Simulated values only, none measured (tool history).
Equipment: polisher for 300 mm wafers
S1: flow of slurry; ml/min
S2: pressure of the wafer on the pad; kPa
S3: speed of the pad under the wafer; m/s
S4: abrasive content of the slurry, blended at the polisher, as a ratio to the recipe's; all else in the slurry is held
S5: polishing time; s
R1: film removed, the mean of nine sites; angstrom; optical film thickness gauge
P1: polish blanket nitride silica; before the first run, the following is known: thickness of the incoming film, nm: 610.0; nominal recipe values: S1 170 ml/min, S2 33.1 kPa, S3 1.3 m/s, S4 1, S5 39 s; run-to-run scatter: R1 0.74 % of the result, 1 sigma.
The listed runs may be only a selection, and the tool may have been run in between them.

run,day,S1,S2,S3,S4,S5,R1
1,0.354,170,33.1,1.3,1,39,355.11
2,0.9,170,33.1,1.3,1,39,354.34
3,1.225,240,44.8,1.3,1,39,501.25
4,1.879,170,33.1,1.3,1,39,351.8
5,2.575,170,33.1,1.3,0.55,39,257.29
6,3.029,170,33.1,1.3,1,39,354.76
7,3.5,100,33.1,1.3,1,39,317.7
8,4.2,170,33.1,1.88,1,39,474.81
9,4.875,100,50.3,1.3,1,39,486.15
10,5.438,170,33.1,0.6,1,39,193.73
11,5.95,170,33.1,1.3,1,39,352.32
12,6.425,260,33.1,1.3,1,39,368.84
13,6.925,245,33.1,1.9,1,39,498.15
14,7.567,170,33.1,1.3,1,19,171.13
# day 8.175: slurry blender recalibrated
15,8.25,170,22.8,1.3,1,39,241.82
16,8.758,170,33.1,1.3,1,39,352.93
17,9.162,170,33.1,1.3,1.3,39,396.42
# day 9.442: slurry nozzle cleaned
18,9.6,170,33.1,1.3,1,62,559.2
19,10.275,170,44.8,1.3,1,39,483.4
20,10.721,170,33.1,1.3,1,39,353.73
21,11.175,170,33.1,1.3,1,39,339.92
22,11.758,170,33.1,1.3,1,39,326.37
23,12.446,170,33.1,1.3,1,39,318.82
24,13.062,170,33.1,1.3,1,39,316.93
# day 13.079: head pressure recalibrated
25,13.438,170,33.1,1.3,1,39,313.2
# day 13.529: conditioning disc replaced and pad reconditioned
26,13.871,170,33.1,1.3,1,39,312.66
# day 14.338: slurry nozzle cleaned
27,14.596,170,33.1,1.3,1,39,310.94
28,15.104,170,33.1,1.3,1,39,306.66
29,15.692,170,33.1,1.3,1,39,309.1
30,16.079,170,33.1,1.3,1,39,311.88

P1 no longer gives what it gave before; its output has crept away from where it was. The following 2 causes, each at its listed size, fit the log equally well:
A: abrasive missing from the slurry, % = 23.6
B: removal rate lost through wear of the pad, % = 12.3
The onset of the drift is placed at about day 10.721.
Each remaining cause and why it is not a fit:
slurry flow missing at the pad, %: serviced at day 14.338, which brought nothing back
head's pressure below its setpoint, %: serviced at day 13.079, which brought nothing back
time polished since the conditioner stopped cutting, s: serviced at day 13.529, which brought nothing back

The list below offers 4 check runs, each averaging the results of 5 wafers, and shows each result as a question mark. For which of them would the listed causes give clearly different results?
check 1,16.467,170,33.1,1.6,1,27,?
check 2,16.467,170,33.1,0.66,1,24,?
check 3,16.467,100,33.1,1.3,1,39,?
check 4,16.467,170,33.1,0.78,0.65,39,?

Outcome of each check run for each possible cause:
check,result,if A,if B
check 1,R1,253.16,253.2
check 2,R1,110.81,110.83
check 3,R1,278.81,278.84
check 4,R1,160.68,165.37
Distance between the nearest two causes, measured in the result of the check that separates them most: check 1 0.01 %; check 2 0.01 %; check 3 0.01 %; check 4 2.88 %
Check 4 tells the causes apart: in the others they would give nearly the same result.

Running check 4 produced the following: R1 159.64 angstrom. Which one of the listed causes fits?

Of the candidate causes, it is A: abrasive missing from the slurry, %.

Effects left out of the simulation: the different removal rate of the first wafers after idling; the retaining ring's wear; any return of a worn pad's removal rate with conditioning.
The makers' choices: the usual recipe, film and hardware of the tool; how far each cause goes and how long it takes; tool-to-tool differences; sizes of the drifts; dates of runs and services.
